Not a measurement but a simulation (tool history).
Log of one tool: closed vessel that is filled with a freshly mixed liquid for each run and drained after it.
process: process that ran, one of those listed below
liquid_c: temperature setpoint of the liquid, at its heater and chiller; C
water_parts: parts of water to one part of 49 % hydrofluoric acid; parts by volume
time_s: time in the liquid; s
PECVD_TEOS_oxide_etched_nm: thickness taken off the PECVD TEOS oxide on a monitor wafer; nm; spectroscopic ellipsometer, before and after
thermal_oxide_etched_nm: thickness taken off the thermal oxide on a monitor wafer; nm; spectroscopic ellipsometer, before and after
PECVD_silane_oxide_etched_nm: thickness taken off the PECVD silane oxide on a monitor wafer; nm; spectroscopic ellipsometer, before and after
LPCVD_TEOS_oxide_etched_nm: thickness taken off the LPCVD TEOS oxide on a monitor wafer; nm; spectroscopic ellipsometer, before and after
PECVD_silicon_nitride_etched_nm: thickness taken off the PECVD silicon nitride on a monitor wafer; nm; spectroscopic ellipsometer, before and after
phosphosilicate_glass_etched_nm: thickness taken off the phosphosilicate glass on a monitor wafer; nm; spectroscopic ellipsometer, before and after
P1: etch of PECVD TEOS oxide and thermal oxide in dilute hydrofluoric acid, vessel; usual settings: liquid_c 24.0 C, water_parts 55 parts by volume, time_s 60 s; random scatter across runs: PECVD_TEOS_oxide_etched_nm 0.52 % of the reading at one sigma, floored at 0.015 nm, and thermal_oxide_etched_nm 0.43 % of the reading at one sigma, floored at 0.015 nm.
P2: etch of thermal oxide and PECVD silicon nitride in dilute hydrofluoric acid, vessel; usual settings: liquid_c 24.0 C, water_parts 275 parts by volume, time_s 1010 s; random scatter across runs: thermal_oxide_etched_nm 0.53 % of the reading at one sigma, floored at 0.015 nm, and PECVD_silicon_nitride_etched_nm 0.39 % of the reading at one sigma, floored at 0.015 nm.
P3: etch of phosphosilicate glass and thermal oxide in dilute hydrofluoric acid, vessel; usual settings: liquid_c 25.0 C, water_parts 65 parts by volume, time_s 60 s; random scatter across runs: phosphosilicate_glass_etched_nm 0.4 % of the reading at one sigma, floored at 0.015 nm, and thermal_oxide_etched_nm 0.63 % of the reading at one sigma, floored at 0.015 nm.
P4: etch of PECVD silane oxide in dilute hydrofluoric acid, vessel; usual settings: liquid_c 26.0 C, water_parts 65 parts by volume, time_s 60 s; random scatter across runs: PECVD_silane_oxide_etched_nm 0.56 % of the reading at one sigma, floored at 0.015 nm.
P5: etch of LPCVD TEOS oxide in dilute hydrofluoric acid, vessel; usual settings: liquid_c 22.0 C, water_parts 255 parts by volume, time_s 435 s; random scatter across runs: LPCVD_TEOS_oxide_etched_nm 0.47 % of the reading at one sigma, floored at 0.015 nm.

run   hour  process  liquid_c  water_parts  time_s  PECVD_TEOS_oxide_etched_nm  thermal_oxide_etched_nm  PECVD_silane_oxide_etched_nm  LPCVD_TEOS_oxide_etched_nm  PECVD_silicon_nitride_etched_nm  phosphosilicate_glass_etched_nm
  1    8.5       P1      24.0           55      60                     12.1650                   5.5919
  2   22.0       P1      32.0           55      60                     16.5310                   7.6943
  3   37.9       P4      26.0           65      60                                                                             49.501
  4   50.6       P1      24.0           55      60                     12.0870                   5.5275
  5   61.7       P5      22.0           70     435                                                                                                       124.4800
  6   74.9       P2      17.0          275    1010                                              10.6840                                                                                     8.8703
  7   87.6       P5      22.0          255     435                                                                                                        27.8450
  8  101.3       P1      20.0           55      85                     14.5370                   6.7131
  9  113.8       P4      30.5           65      60                                                                             59.521
 10  122.8       P1      24.0           95      60                      6.6909                   3.0765
 11  137.5       P1      20.0           55      60                     10.2640                   4.7291
 12  152.2       P1      24.0           55      60                     12.0990                   5.5646
 13  164.3       P5      27.5          255     435                                                                                                        33.9010
 14  176.9       P1      24.0           55      30                      6.0202                   2.8009
 15  184.5       P1      24.0           55      60                     12.0400                   5.5891
 16  195.1       P2      24.0          275    1010                                              13.8980                                                                                    13.8360
 17  205.8       P4      26.0           30      60                                                                            113.980
 18  218.1       P2      24.0          135    1010                                              33.1170                                                                                    27.8860
 19  233.8       P1      24.0           55      60                     12.1980                   5.5667
 20  246.5       P5      22.0          255     435                                                                                                        27.7990
     257.3  -- thermometer replaced
 21  259.6       P4      26.0           65      60                                                                             49.815
 22  269.8       P3      25.0           65      60                                               4.7732                                                                                                                     124.230
 23  285.2       P2      24.0          275    1010                                              13.9080                                                                                    13.7540
 24  299.5       P2      24.0          275    1875                                              25.9380                                                                                    25.3900
 25  314.7       P4      26.0           65     100                                                                             83.252
 26  323.5       P3      25.0          110      60                                               2.6806                                                                                                                      69.177
 27  337.9       P1      24.0           30      60                     22.8080                  10.5490
 28  353.4       P5      22.0          255     155                                                                                                         9.9615
 29  360.4       P3      30.0           65      60                                               5.8525                                                                                                                     150.600
 30  371.0       P3      25.0           65      30                                               2.4123                                                                                                                      62.446
 31  386.8       P1      24.0           85     105                     13.2380                   6.1033
 32  397.5       P1      24.0           55     115                     23.0550                  10.7450
 33  407.9       P1      24.0           55      60                     12.1450                   5.5624
 34  421.4       P1      24.0           55      60                     12.0480                   5.5537
 35  429.4       P1      24.0           55      60                     11.8480                   5.4745
 36  442.4       P1      24.0           55      60                     11.5600                   5.2820
 37  452.5       P1      24.0           55      60                     11.3210                   5.2915
 38  466.9       P1      24.0           55      60                     11.1260                   5.2033
 39  480.2       P1      24.0           55      60                     11.1860                   5.1655
 40  495.2       P1      24.0           55      60                     10.9030                   5.1367
 41  506.2       P1      24.0           55      60                     11.0590                   5.0863
 42  514.6       P1      24.0           55      60                     11.0380                   5.0993
 43  525.0       P1      24.0           55      60                     11.1190                   5.0707
 44  532.0       P1      24.0           55      60                     11.0090                   5.1244

The log shows P1 creeping away from where it was. Any of the 2 causes listed here, at the size stated for it, fits the log just as well as the others:
A: liquid colder than its thermometer reads (K) = 2.2
B: hydrofluoric acid flow below the setpoint (%) = 8.08
Onset of the creep was near hour 421.4.

Listed below are the offered check runs, one wafer per run, with question marks in place of results. For which of them would the causes give clearly different outcomes?
check 1  539.0       P5      22.0           80     165                                                                                                              ?
check 2  539.0       P3      28.0           65      30                                                    ?                                                                                                                           ?
check 3  539.0       P4      26.0           65     100                                                                                  ?
check 4  539.0       P2      24.0          275    1755                                                    ?                                                                                          ?

What every check run would give for each of its results, assuming each possible cause in turn:
  check                           result     if A     if B
check 1       LPCVD_TEOS_oxide_etched_nm  37.2040  37.1370
check 2          thermal_oxide_etched_nm   2.4702   2.4579
check 2  phosphosilicate_glass_etched_nm   64.027   63.709
check 3     PECVD_silane_oxide_etched_nm   75.951   75.713
check 4          thermal_oxide_etched_nm  22.3120  21.6650
check 4  PECVD_silicon_nitride_etched_nm  20.9160  22.0630
Smallest distance between any two causes, each pair judged by its most separating result, in per cent: check 1 0.18 %; check 2 0.5 %; check 3 0.31 %; check 4 5.34 %
The causes can be told apart only by check 4. The other checks would give nearly the same results under each of them.

Check 4 has now been run. It gave: thermal_oxide_etched_nm 22.1210 nm; PECVD_silicon_nitride_etched_nm 20.8910 nm. Which of the candidate causes is it?

Of the candidate causes, it is A: liquid colder than its thermometer reads (K).
